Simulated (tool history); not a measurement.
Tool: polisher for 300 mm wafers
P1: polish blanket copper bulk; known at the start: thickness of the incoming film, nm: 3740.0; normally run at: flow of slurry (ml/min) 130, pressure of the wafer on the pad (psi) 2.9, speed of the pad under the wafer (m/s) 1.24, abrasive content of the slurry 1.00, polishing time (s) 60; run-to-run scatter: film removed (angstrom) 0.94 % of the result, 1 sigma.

run   hour  flow of slurry (ml/min)  pressure of the wafer on the pad (psi)  speed of the pad under the wafer (m/s)  abrasive content of the slurry  polishing time (s)  wafers polished on this pad  hours since the slurry nozzle was cleaned  hours since the head pressure was calibrated  hours since the slurry blender was calibrated  film removed (angstrom)
  1    6.4                      130                                     2.9                                    1.24                            1.00                  60                          576                                       81.7                                         172.2                                          236.2                   7666.3
  2   12.3                      130                                     1.9                                    1.24                            1.00                  60                          623                                       87.6                                         178.1                                          242.1                   5025.0
  3   22.6                       80                                     3.9                                    1.24                            1.00                  60                          705                                       97.9                                         188.4                                          252.4                   9188.5
  4   29.5                      130                                     2.9                                    1.24                            1.00                  60                          760                                      104.8                                         195.3                                          259.3                   7610.7
  5   40.7                      175                                     2.9                                    1.24                            1.00                  60                          849                                      116.0                                         206.5                                          270.5                   8140.2
  6   47.7                      130                                     2.9                                    1.24                            1.00                  60                          905                                      123.0                                         213.5                                          277.5                   7638.4
  7   58.4                      130                                     2.9                                    1.24                            1.00                  86                          990                                      133.7                                         224.2                                          288.2                  11089.0
  8   67.0                      130                                     2.9                                    1.24                            1.25                  60                         1059                                      142.3                                         232.8                                          296.8                   8003.3
  9   76.2                      130                                     2.9                                    1.24                            1.00                  60                         1132                                      151.5                                         242.0                                          306.0                   7768.9
 10   85.4                      130                                     2.9                                    1.66                            1.00                  60                         1206                                      160.7                                         251.2                                          315.2                  10388.0
 11   92.2                      130                                     2.9                                    1.24                            1.00                  60                         1260                                      167.5                                         258.0                                          322.0                   7739.3
 12   98.6                      130                                     2.9                                    0.76                            1.00                  60                         1311                                      173.9                                         264.4                                          328.4                   4672.1
 13  104.5                      130                                     2.9                                    1.24                            1.00                  60                         1358                                      179.8                                         270.3                                          334.3                   7625.0
 14  110.5                      130                                     2.9                                    1.24                            0.55                  60                         1406                                      185.8                                         276.3                                          340.3                   6783.0
 15  120.2                       80                                     2.9                                    1.24                            1.00                  60                         1483                                      195.5                                         286.0                                          350.0                   6804.1
 16  126.7                      130                                     2.9                                    1.24                            1.00                  36                         1535                                      202.0                                         292.5                                          356.5                   4572.4
 17  137.5                      130                                     3.9                                    1.24                            1.00                  60                         1621                                      212.8                                         303.3                                          367.3                  10247.0
 18  145.2                      130                                     2.9                                    1.24                            1.00                  60                         1683                                      220.5                                         311.0                                          375.0                   7754.4
 19  157.9                      130                                     2.9                                    1.24                            1.00                  60                         1784                                      233.2                                         323.7                                          387.7                   7499.2
 20  163.7                      130                                     2.9                                    1.24                            1.00                  60                         1830                                      239.0                                         329.5                                          393.5                   7489.4
 21  175.9                      130                                     2.9                                    1.24                            1.00                  60                         1928                                      251.2                                         341.7                                          405.7                   7116.4
 22  184.6                      130                                     2.9                                    1.24                            1.00                  60                         1997                                      259.9                                         350.4                                          414.4                   7182.8
 23  192.2                      130                                     2.9                                    1.24                            1.00                  60                         2058                                      267.5                                         358.0                                          422.0                   7116.8
     192.7  -- slurry blender recalibrated
     195.8  -- head pressure recalibrated
 24  201.1                      130                                     2.9                                    1.24                            1.00                  60                         2129                                      276.4                                           5.4                                            8.4                   7104.0
 25  213.6                      130                                     2.9                                    1.24                            1.00                  60                         2228                                      288.9                                          17.9                                           20.9                   7002.5
 26  226.0                      130                                     2.9                                    1.24                            1.00                  60                         2327                                      301.3                                          30.3                                           33.3                   7257.7
 27  236.8                      130                                     2.9                                    1.24                            1.00                  60                         2413                                      312.1                                          41.1                                           44.1                   7045.9

What P1 gives has crept away from where it was. These 2 causes fit the log equally well, each at the size given:
A: removal rate lost through wear of the pad, % = 8.03
B: slurry flow missing at the pad, % = 30.2
The creep began at about hour 145.2.
Why every other cause is out:
head's pressure below its setpoint, %: serviced at hour 195.8, which brought nothing back
abrasive missing from the slurry, %: serviced at hour 192.7, which brought nothing back

4 check runs are offered, each on 5 wafers whose results are averaged, their results left as question marks. Which one tells the causes apart?
check 1  247.6                      130                                     2.9                                    1.64                            1.00                  60                                                                                                                                                                                             ?
check 2  247.6                      130                                     2.1                                    1.24                            1.00                  73                                                                                                                                                                                             ?
check 3  247.6                       85                                     3.5                                    1.24                            1.00                  60                                                                                                                                                                                             ?
check 4  247.6                      130                                     2.9                                    1.56                            1.00                  60                                                                                                                                                                                             ?

What each check would give under each cause:
  check                   result    if A    if B
check 1  film removed (angstrom)  9345.6  9346.8
check 2  film removed (angstrom)  6225.6  6226.4
check 3  film removed (angstrom)  7702.6  7424.2
check 4  film removed (angstrom)  8889.7  8890.9
How far apart the two closest causes lie, in the result that separates them most: check 1 0.01 %; check 2 0.01 %; check 3 3.68 %; check 4 0.01 %
Only check 3 tells the causes apart: in the others they would give nearly the same result.

Check 3 was then run and gave: film removed (angstrom) 7435.4. Which cause is it?

It is B: slurry flow missing at the pad, %.
